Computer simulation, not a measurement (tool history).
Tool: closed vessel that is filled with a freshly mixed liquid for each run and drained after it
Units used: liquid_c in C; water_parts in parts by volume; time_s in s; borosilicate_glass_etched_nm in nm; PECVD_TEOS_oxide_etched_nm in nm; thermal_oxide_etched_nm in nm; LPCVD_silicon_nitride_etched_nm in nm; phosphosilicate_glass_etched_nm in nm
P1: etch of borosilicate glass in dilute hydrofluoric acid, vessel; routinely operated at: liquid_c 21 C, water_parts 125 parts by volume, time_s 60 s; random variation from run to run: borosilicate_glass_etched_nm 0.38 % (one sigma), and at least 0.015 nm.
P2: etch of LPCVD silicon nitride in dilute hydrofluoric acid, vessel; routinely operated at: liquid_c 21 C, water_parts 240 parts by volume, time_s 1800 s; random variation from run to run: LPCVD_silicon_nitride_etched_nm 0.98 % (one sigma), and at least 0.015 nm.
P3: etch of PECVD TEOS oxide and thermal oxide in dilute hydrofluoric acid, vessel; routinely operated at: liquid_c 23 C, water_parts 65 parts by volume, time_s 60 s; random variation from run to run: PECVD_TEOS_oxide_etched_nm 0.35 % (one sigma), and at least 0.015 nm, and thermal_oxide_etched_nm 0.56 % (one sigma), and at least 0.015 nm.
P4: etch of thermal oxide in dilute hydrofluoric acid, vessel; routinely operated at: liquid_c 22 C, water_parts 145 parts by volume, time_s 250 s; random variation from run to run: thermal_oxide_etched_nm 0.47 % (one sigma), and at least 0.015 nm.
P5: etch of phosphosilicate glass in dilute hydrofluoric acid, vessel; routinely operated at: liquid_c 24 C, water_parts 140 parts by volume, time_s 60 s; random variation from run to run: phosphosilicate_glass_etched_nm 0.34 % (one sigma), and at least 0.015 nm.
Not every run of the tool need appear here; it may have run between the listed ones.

run   hour  process  liquid_c  water_parts  time_s  hours since the thermometer was replaced  hours since the hydrofluoric acid flow meter was replaced  borosilicate_glass_etched_nm  PECVD_TEOS_oxide_etched_nm  thermal_oxide_etched_nm  LPCVD_silicon_nitride_etched_nm  phosphosilicate_glass_etched_nm
  1   10.9       P1        21          125      60                                    2039.4                                                      337.7                            16
  2   18.7       P3        23          100      60                                    2047.2                                                      345.5                                                     7.093                    2.682
  3   28.9       P3        18           65      60                                    2057.4                                                      355.7                                                    9.1331                   3.5264
  4   41.4       P2        17          240    1800                                    2069.9                                                      368.2                                                                                                               2.078
  5   48.5       P5        24          140      60                                      2077                                                      375.3                                                                                                                                               59.914
  6     57       P1        21          125      60                                    2085.5                                                      383.8                        15.899
  7   71.1       P4        22          145      30                                    2099.6                                                      397.9                                                                            0.81296
  8   81.8       P1        21          125      90                                    2110.3                                                      408.6                        23.974
  9   90.4       P4      26.5          145     250                                    2118.9                                                      417.2                                                                             8.2964
 10  105.4       P5        24          245      60                                    2133.9                                                      432.2                                                                                                                                               30.412
 11  118.6       P1        21          125      60                                    2147.1                                                      445.4                        15.964
 12  132.8       P3        23           65      30                                    2161.3                                                      459.6                                                     5.654                   2.1833
 13  141.4       P1        21           50      60                                    2169.9                                                      468.2                        43.579
 14  150.7       P1        21          125      30                                    2179.2                                                      477.5                        7.9961
 15  158.1       P4        22          145     250                                    2186.6                                                      484.9                                                                             7.0087
 16  165.8       P3        23           65      60                                    2194.3                                                      492.6                                                    11.314                   4.3528
 17  180.8       P2        21          145    1800                                    2209.3                                                      507.6                                                                                                              4.4731
 18  195.3       P1        21          125      60                                    2223.8                                                      522.1                        15.905
 19  203.3       P1        25          180      60                                    2231.8                                                      530.1                        12.181
 20  216.2       P1        21          225      60                                    2244.7                                                        543                        7.9978
 21  224.3       P5        24          140      60                                    2252.8                                                      551.1                                                                                                                                               59.904
 22  239.2       P4        22           30     250                                    2267.7                                                        566                                                                             38.762
 23  247.9       P1      26.5          125      60                                    2276.4                                                      574.7                        19.755

What does the tool deliver on the next run?
 24  262.4       P5        17          140      60                                    2290.9                                                      589.2                                                                                                                                                    ?

{"run 24": {"phosphosilicate_glass_etched_nm": 45.292}}
